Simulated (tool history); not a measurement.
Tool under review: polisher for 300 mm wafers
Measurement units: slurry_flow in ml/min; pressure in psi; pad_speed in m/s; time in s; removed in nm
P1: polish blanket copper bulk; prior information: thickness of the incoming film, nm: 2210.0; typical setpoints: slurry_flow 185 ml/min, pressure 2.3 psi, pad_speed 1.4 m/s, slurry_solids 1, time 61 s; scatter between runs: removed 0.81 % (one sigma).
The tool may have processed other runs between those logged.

run,day,slurry_flow,pressure,pad_speed,slurry_solids,time,wafers polished on this pad,hours since the slurry nozzle was cleaned,hours since the head pressure was calibrated,hours since the slurry blender was calibrated,removed
1,0.45,185,2.3,1.4,1,61,580,507.8,160.5,115.3,546.78
2,0.796,185,2.3,1.4,1,37,692,516.1,168.8,123.6,329.75
3,1.404,185,2.3,1.4,1,61,890,530.7,183.4,138.2,544.11
# day 1.908: slurry nozzle cleaned
4,1.917,185,2.3,1.4,1,61,1056,0.2,195.7,150.5,547.58
5,2.296,185,2.3,2.04,1,61,1179,9.3,204.8,159.6,792.37
# day 2.412: worn pad replaced by a new one
6,2.738,110,2.3,1.4,1,61,106,19.9,215.4,170.2,494.14
7,3.083,185,2.3,1.4,1,61,218,28.2,223.7,178.5,536.85
8,3.496,185,3.4,1.4,1,61,352,38.1,233.6,188.4,812.75
9,3.992,185,2.9,1.4,1,83,513,50,245.5,200.3,921.01
10,4.342,185,2.3,1.4,1.35,61,627,58.4,253.9,208.7,581.52
11,4.942,185,2.3,1.4,1,88,821,72.8,268.3,223.1,792.58
12,5.492,185,2.3,1.4,1,61,1000,86,281.5,236.3,553.9
13,6.05,185,2.3,0.78,1,61,1181,99.4,294.9,249.7,304.42
14,6.671,185,1.3,1.4,1,61,1383,114.3,309.8,264.6,307.21
15,7.279,290,2.3,1.4,1,61,1580,128.9,324.4,279.2,571.39
16,7.667,185,2.3,1.4,0.5,61,1706,138.2,333.7,288.5,474.03
17,8,185,2.3,1.4,1,61,1814,146.2,341.7,296.5,545.79
18,8.508,185,2.3,1.4,1,61,1979,158.4,353.9,308.7,531.32

Run 19, settings as shown, results not yet in. Your forecast:
19,9.125,185,2.3,1.4,1,61,2179,173.2,368.7,323.5,?

Logged for run 19: removed 517.22 nm.
